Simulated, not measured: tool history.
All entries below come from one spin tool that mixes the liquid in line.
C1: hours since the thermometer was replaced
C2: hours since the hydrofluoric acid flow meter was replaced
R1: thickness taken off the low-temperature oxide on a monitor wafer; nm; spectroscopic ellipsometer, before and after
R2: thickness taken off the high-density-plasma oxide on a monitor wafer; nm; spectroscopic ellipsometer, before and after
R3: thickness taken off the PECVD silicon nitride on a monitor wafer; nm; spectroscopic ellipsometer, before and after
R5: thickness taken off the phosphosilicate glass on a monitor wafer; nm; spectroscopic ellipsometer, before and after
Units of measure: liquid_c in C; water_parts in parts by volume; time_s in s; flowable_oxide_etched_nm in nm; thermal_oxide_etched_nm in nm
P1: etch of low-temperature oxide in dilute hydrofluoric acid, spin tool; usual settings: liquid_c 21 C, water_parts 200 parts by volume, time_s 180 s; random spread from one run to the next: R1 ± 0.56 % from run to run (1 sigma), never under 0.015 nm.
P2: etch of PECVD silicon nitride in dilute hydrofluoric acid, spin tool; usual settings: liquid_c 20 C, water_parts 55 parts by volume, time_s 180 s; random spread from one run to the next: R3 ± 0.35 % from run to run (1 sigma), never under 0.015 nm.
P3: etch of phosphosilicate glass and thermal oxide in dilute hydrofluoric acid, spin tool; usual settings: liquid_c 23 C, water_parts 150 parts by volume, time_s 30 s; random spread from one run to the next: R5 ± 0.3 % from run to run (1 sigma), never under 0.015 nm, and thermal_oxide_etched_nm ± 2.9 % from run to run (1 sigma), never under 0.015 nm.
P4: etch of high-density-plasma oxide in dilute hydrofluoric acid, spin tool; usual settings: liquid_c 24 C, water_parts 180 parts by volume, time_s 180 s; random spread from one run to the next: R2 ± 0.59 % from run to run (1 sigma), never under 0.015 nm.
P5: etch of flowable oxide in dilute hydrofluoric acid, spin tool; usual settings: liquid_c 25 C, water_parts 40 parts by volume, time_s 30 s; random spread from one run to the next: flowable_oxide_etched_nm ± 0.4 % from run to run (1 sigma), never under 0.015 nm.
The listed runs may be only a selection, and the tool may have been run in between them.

{"run": 1, "hour": 11.9, "process": "P1", "liquid_c": 21, "water_parts": 200, "time_s": 180, "C1": 1288.2, "C2": 787, "R1": 9.663}
{"run": 2, "hour": 23.3, "process": "P4", "liquid_c": 24, "water_parts": 180, "time_s": 180, "C1": 1299.6, "C2": 798.4, "R2": 4.789}
{"run": 3, "hour": 33.0, "process": "P4", "liquid_c": 29.5, "water_parts": 180, "time_s": 180, "C1": 1309.3, "C2": 808.1, "R2": 5.8289}
{"run": 4, "hour": 49.1, "process": "P1", "liquid_c": 21, "water_parts": 85, "time_s": 180, "C1": 1325.4, "C2": 824.2, "R1": 25.578}
{"run": 5, "hour": 62.2, "process": "P2", "liquid_c": 20, "water_parts": 55, "time_s": 180, "C1": 1338.5, "C2": 837.3, "R3": 9.8645}
{"run": 6, "hour": 77.6, "process": "P1", "liquid_c": 17, "water_parts": 200, "time_s": 105, "C1": 1353.9, "C2": 852.7, "R1": 4.7829}
{"run": 7, "hour": 91.1, "process": "P1", "liquid_c": 17, "water_parts": 200, "time_s": 180, "C1": 1367.4, "C2": 866.2, "R1": 8.1749}
{"run": 8, "hour": 106.7, "process": "P4", "liquid_c": 24, "water_parts": 180, "time_s": 25, "C1": 1383, "C2": 881.8, "R2": 0.6433}
{"run": 9, "hour": 123.4, "process": "P5", "liquid_c": 25, "water_parts": 40, "time_s": 30, "C1": 1399.7, "C2": 898.5, "flowable_oxide_etched_nm": 31.724}
{"run": 10, "hour": 140.9, "process": "P3", "liquid_c": 23, "water_parts": 150, "time_s": 15, "C1": 1417.2, "C2": 916, "R5": 5.6554, "thermal_oxide_etched_nm": 0.38732}
{"run": 11, "hour": 151.9, "process": "P1", "liquid_c": 21, "water_parts": 200, "time_s": 260, "C1": 1428.2, "C2": 927, "R1": 13.911}
{"run": 12, "hour": 159.7, "process": "P3", "liquid_c": 23, "water_parts": 150, "time_s": 30, "C1": 1436, "C2": 934.8, "R5": 11.356, "thermal_oxide_etched_nm": 0.81662}
{"run": 13, "hour": 167.7, "process": "P1", "liquid_c": 21, "water_parts": 200, "time_s": 180, "C1": 1444, "C2": 942.8, "R1": 9.6049}
{"run": 14, "hour": 176.3, "process": "P2", "liquid_c": 20, "water_parts": 55, "time_s": 180, "C1": 1452.6, "C2": 951.4, "R3": 9.8511}
{"run": 15, "hour": 193.0, "process": "P1", "liquid_c": 21, "water_parts": 200, "time_s": 180, "C1": 1469.3, "C2": 968.1, "R1": 9.5874}
{"run": 16, "hour": 204.8, "process": "P3", "liquid_c": 23, "water_parts": 60, "time_s": 30, "C1": 1481.1, "C2": 979.9, "R5": 31.48, "thermal_oxide_etched_nm": 2.3864}
{"run": 17, "hour": 218.0, "process": "P1", "liquid_c": 21, "water_parts": 200, "time_s": 180, "C1": 1494.3, "C2": 993.1, "R1": 9.6074}
{"run": 18, "hour": 234.2, "process": "P5", "liquid_c": 30.5, "water_parts": 40, "time_s": 30, "C1": 1510.5, "C2": 1009.3, "flowable_oxide_etched_nm": 39.923}
{"run": 19, "hour": 243.8, "process": "P5", "liquid_c": 25, "water_parts": 40, "time_s": 30, "C1": 1520.1, "C2": 1018.9, "flowable_oxide_etched_nm": 31.637}
{"run": 20, "hour": 253.9, "process": "P1", "liquid_c": 21, "water_parts": 300, "time_s": 180, "C1": 1530.2, "C2": 1029, "R1": 5.8976}
{"run": 21, "hour": 270.1, "process": "P2", "liquid_c": 25.5, "water_parts": 55, "time_s": 180, "C1": 1546.4, "C2": 1045.2, "R3": 14.383}
{"run": 22, "hour": 280.9, "process": "P1", "liquid_c": 25.5, "water_parts": 200, "time_s": 180, "C1": 1557.2, "C2": 1056, "R1": 11.431}
{"run": 23, "hour": 292.7, "process": "P5", "liquid_c": 25, "water_parts": 20, "time_s": 30, "C1": 1569, "C2": 1067.8, "flowable_oxide_etched_nm": 64.912}
{"run": 24, "hour": 300.5, "process": "P5", "liquid_c": 25, "water_parts": 40, "time_s": 60, "C1": 1576.8, "C2": 1075.6, "flowable_oxide_etched_nm": 62.992}
{"run": 25, "hour": 308.5, "process": "P4", "liquid_c": 24, "water_parts": 270, "time_s": 180, "C1": 1584.8, "C2": 1083.6, "R2": 2.9099}
{"run": 26, "hour": 318.4, "process": "P2", "liquid_c": 20, "water_parts": 20, "time_s": 180, "C1": 1594.7, "C2": 1093.5, "R3": 26.274}
{"run": 27, "hour": 332.2, "process": "P1", "liquid_c": 21, "water_parts": 200, "time_s": 180, "C1": 1608.5, "C2": 1107.3, "R1": 9.5275}
{"hour": 334.3, "done": "hydrofluoric acid flow meter replaced"}
{"run": 28, "hour": 340.9, "process": "P2", "liquid_c": 20, "water_parts": 55, "time_s": 75, "C1": 1617.2, "C2": 6.6, "R3": 4.156}
{"run": 29, "hour": 356.4, "process": "P3", "liquid_c": 30.5, "water_parts": 150, "time_s": 30, "C1": 1632.7, "C2": 22.1, "R5": 14.978, "thermal_oxide_etched_nm": 1.1022}
{"run": 30, "hour": 370.0, "process": "P1", "liquid_c": 21, "water_parts": 200, "time_s": 85, "C1": 1646.3, "C2": 35.7, "R1": 4.5979}
{"run": 31, "hour": 378.3, "process": "P1", "liquid_c": 21, "water_parts": 200, "time_s": 180, "C1": 1654.6, "C2": 44, "R1": 9.6129}
{"run": 32, "hour": 390.0, "process": "P1", "liquid_c": 21, "water_parts": 200, "time_s": 180, "C1": 1666.3, "C2": 55.7, "R1": 9.3398}
{"run": 33, "hour": 407.5, "process": "P1", "liquid_c": 21, "water_parts": 200, "time_s": 180, "C1": 1683.8, "C2": 73.2, "R1": 9.1386}
{"run": 34, "hour": 421.7, "process": "P1", "liquid_c": 21, "water_parts": 200, "time_s": 180, "C1": 1698, "C2": 87.4, "R1": 9.1722}
{"run": 35, "hour": 434.9, "process": "P1", "liquid_c": 21, "water_parts": 200, "time_s": 180, "C1": 1711.2, "C2": 100.6, "R1": 9.0995}
{"run": 36, "hour": 442.6, "process": "P1", "liquid_c": 21, "water_parts": 200, "time_s": 180, "C1": 1718.9, "C2": 108.3, "R1": 8.9903}
{"run": 37, "hour": 452.4, "process": "P1", "liquid_c": 21, "water_parts": 200, "time_s": 180, "C1": 1728.7, "C2": 118.1, "R1": 9.0062}
{"run": 38, "hour": 464.2, "process": "P1", "liquid_c": 21, "water_parts": 200, "time_s": 180, "C1": 1740.5, "C2": 129.9, "R1": 9.1143}

P1 no longer gives what it gave before; its output has crept away from where it was. The following 2 causes, each at its listed size, fit the log equally well:
A: liquid colder than its thermometer reads (K) = 1.55
B: hydrofluoric acid flow below the setpoint (%) = 4.82
The creep began at about hour 378.3.

Consider the 4 single-wafer check runs listed below, results given as question marks: which one distinguishes between the causes by giving clearly different results for each?
{"run": "check 1", "hour": 476.0, "process": "P2", "liquid_c": 20, "water_parts": 55, "time_s": 85, "R3": "?"}
{"run": "check 2", "hour": 476.0, "process": "P4", "liquid_c": 28.5, "water_parts": 180, "time_s": 30, "R2": "?"}
{"run": "check 3", "hour": 476.0, "process": "P3", "liquid_c": 30.5, "water_parts": 150, "time_s": 15, "R5": "?", "thermal_oxide_etched_nm": "?"}
{"run": "check 4", "hour": 476.0, "process": "P5", "liquid_c": 30, "water_parts": 40, "time_s": 30, "flowable_oxide_etched_nm": "?"}

How each check would come out, cause by cause:
check=check_1 result=R3 if_A=4.1923 if_B=4.4511
check=check_2 result=R2 if_A=0.88849 if_B=0.88433
check=check_3 result=R5 if_A=7.0744 if_B=7.0493
check=check_3 result=thermal_oxide_etched_nm if_A=0.51601 if_B=0.51418
check=check_4 result=flowable_oxide_etched_nm if_A=36.473 if_B=36.807
Gap, in per cent, between the two causes that each check separates least, read from the result that separates them most: check 1 5.99 %; check 2 0.47 %; check 3 0.36 %; check 4 0.91 %
Only check 1 tells the causes apart: in the others they would give nearly the same result.

With check 1 done, the readings were: R3 4.2219 nm. Identify which of the listed causes applies.

A is the cause: liquid colder than its thermometer reads (K).

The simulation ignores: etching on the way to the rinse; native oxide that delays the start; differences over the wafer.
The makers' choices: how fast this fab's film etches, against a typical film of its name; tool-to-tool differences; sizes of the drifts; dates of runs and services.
